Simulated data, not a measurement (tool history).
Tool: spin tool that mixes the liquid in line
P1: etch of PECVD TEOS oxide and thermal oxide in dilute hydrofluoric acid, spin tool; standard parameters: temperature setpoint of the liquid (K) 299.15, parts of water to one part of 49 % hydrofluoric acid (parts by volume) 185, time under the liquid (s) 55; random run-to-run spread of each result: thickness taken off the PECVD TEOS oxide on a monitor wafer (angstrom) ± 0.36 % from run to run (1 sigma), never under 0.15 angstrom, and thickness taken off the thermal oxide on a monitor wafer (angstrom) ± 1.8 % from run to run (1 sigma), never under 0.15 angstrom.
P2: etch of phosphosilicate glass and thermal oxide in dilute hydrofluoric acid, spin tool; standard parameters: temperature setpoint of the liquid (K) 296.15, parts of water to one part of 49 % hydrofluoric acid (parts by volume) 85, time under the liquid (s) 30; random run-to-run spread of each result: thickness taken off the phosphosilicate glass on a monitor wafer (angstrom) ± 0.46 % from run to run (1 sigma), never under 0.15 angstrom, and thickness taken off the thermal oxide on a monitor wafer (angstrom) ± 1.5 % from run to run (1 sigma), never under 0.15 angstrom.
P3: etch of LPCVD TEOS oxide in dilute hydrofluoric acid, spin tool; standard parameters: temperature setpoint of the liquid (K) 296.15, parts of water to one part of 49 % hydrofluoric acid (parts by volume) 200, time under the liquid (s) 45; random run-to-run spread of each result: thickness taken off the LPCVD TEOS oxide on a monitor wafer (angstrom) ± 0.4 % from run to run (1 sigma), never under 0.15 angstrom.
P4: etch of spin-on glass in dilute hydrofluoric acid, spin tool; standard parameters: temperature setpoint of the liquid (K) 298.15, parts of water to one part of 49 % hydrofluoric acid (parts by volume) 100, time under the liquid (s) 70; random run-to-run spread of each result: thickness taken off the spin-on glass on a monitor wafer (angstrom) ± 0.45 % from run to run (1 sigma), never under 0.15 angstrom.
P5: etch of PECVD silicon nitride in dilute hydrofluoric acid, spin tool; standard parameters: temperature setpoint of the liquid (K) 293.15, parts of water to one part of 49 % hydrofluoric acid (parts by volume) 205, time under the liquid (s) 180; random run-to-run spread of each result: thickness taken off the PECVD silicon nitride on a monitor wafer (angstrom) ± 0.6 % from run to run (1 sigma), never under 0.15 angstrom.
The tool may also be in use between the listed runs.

run   hour  process that ran  temperature setpoint of the liquid (K)  parts of water to one part of 49 % hydrofluoric acid (parts by volume)  time under the liquid (s)  thickness taken off the PECVD TEOS oxide on a monitor wafer (angstrom)  thickness taken off the thermal oxide on a monitor wafer (angstrom)  thickness taken off the phosphosilicate glass on a monitor wafer (angstrom)  thickness taken off the PECVD silicon nitride on a monitor wafer (angstrom)  thickness taken off the spin-on glass on a monitor wafer (angstrom)  thickness taken off the LPCVD TEOS oxide on a monitor wafer (angstrom)
  1    6.5                P1                                  299.15                                                                     185                         55                                                                  66.022                                                               13.991
  2   12.2                P1                                  304.15                                                                     185                         55                                                                  78.902                                                               16.463
  3   19.2                P1                                  299.15                                                                     185                        110                                                                  132.66                                                               27.564
  4   24.5                P2                                  296.15                                                                      85                         15                                                                                                                                       8.7016                                                                       150.43
  5   30.8                P1                                  299.15                                                                     290                         55                                                                   37.76                                                                 8.14
  6   38.4                P1                                  295.65                                                                      75                         55                                                                   163.6                                                               34.583
  7   45.4                P5                                  300.65                                                                     205                        180                                                                                                                                                                                                                                                                                                 64.843
  8   50.5                P4                                  298.15                                                                     100                         70                                                                                                                                                                                                                                                                                                                                                                      153.55
  9   56.4                P2                                  296.15                                                                      85                         30                                                                                                                                       17.009                                                                       299.99
 10   61.3                P1                                  299.15                                                                     185                         55                                                                  66.265                                                               13.689
 11   67.1                P5                                  293.15                                                                     205                        180                                                                                                                                                                                                                                                                                                 40.338
 12   73.2                P1                                  299.15                                                                      95                         55                                                                   144.1                                                                31.01
 13     80                P4                                  304.65                                                                     100                         70                                                                                                                                                                                                                                                                                                                                                                       195.8
      84.5  -- thermometer replaced
 14   86.6                P3                                  301.65                                                                     200                         45                                                                                                                                                                                                                                                                                                                                                                                                                                              89.896
 15   94.7                P4                                  298.15                                                                     100                         30                                                                                                                                                                                                                                                                                                                                                                      65.291
 16  100.3                P1                                  292.15                                                                     185                         55                                                                  50.973                                                               10.878
 17  107.2                P1                                  299.15                                                                     185                         15                                                                  18.089                                                               3.9131
 18  115.3                P3                                  296.15                                                                      90                         45                                                                                                                                                                                                                                                                                                                                                                                                                                              183.72
 19  124.6                P4                                  298.15                                                                     100                         70                                                                                                                                                                                                                                                                                                                                                                      153.09
 20  134.6                P1                                  299.15                                                                     275                         15                                                                  10.983                                                               2.4538
 21  140.8                P3                                  296.15                                                                     200                         45                                                                                                                                                                                                                                                                                                                                                                                                                                              73.245
 22  148.5                P5                                  293.15                                                                      60                        180                                                                                                                                                                                                                                                                                                 134.29
 23  154.1                P2                                  301.15                                                                      85                         30                                                                                                                                       20.278                                                                        367.8
 24  159.4                P4                                  298.15                                                                     175                         70                                                                                                                                                                                                                                                                                                                                                                      79.018
 25  165.6                P3                                  296.15                                                                     200                         45                                                                                                                                                                                                                                                                                                                                                                                                                                              73.398
       173  -- hydrofluoric acid flow meter replaced
 26    174                P2                                  296.15                                                                     150                         30                                                                                                                                       8.3183                                                                       158.02
 27  179.9                P1                                  299.15                                                                     185                         55                                                                  66.032                                                               14.535
 28  189.3                P5                                  293.15                                                                     205                        330                                                                                                                                                                                                                                                                                                 73.165
 29  199.6                P1                                  299.15                                                                     185                         55                                                                  66.288                                                               14.033
 30  204.1                P1                                  299.15                                                                     185                         55                                                                  66.045                                                               14.426
 31    211                P3                                  296.15                                                                     200                         75                                                                                                                                                                                                                                                                                                                                                                                                                                              121.91
 32  221.2                P1                                  299.15                                                                     185                         55                                                                  66.417                                                               13.768
 33  228.6                P1                                  299.15                                                                     185                         55                                                                  64.074                                                               13.858
 34  233.1                P1                                  299.15                                                                     185                         55                                                                  63.393                                                               13.603
 35  242.9                P1                                  299.15                                                                     185                         55                                                                   62.71                                                               13.487
 36  247.5                P1                                  299.15                                                                     185                         55                                                                  62.406                                                               12.964
 37  257.2                P1                                  299.15                                                                     185                         55                                                                  61.765                                                               13.537
 38  262.7                P1                                  299.15                                                                     185                         55                                                                  62.032                                                               13.452

What P1 gives has crept off from where it sat before. The 2 causes that follow fit the log equally well, each at the size noted:
A: liquid colder than its thermometer reads (K) = 1.72
B: hydrofluoric acid flow below the setpoint (%) = 5.06
At approximately hour 221.2, the process output began to creep.

Question marks stand in for the results of the 4 check runs listed below, each run on one wafer. Under which run would the listed causes show clearly different results?
check 1  268.2                P2                                  296.15                                                                     135                         15                                                                                                                                            ?                                                                            ?
check 2  268.2                P4                                  304.65                                                                     175                         70                                                                                                                                                                                                                                                                                                                                                                           ?
check 3  268.2                P5                                  300.15                                                                     205                        180                                                                                                                                                                                                                                                                                                      ?
check 4  268.2                P3                                  296.15                                                                     120                         65                                                                                                                                                                                                                                                                                                                                                                                                                                                   ?

Predicted outcomes, by check and by cause:
  check                                                                       result    if A    if B
check 1          thickness taken off the thermal oxide on a monitor wafer (angstrom)  4.6583  4.6936
check 1  thickness taken off the phosphosilicate glass on a monitor wafer (angstrom)  83.261  83.891
check 2          thickness taken off the spin-on glass on a monitor wafer (angstrom)  94.637   94.27
check 3  thickness taken off the PECVD silicon nitride on a monitor wafer (angstrom)  56.206  59.337
check 4       thickness taken off the LPCVD TEOS oxide on a monitor wafer (angstrom)   180.2  181.83
Per-check spread between the two closest causes, in the result where they differ most: check 1 0.75 %; check 2 0.39 %; check 3 5.42 %; check 4 0.9 %
The causes can be told apart only by check 3. The other checks would give nearly the same results under each of them.

The results of check 3 are: thickness taken off the PECVD silicon nitride on a monitor wafer (angstrom) 58.494. Based on these, which of the listed causes is it?

Of the candidate causes, it is B: hydrofluoric acid flow below the setpoint (%).
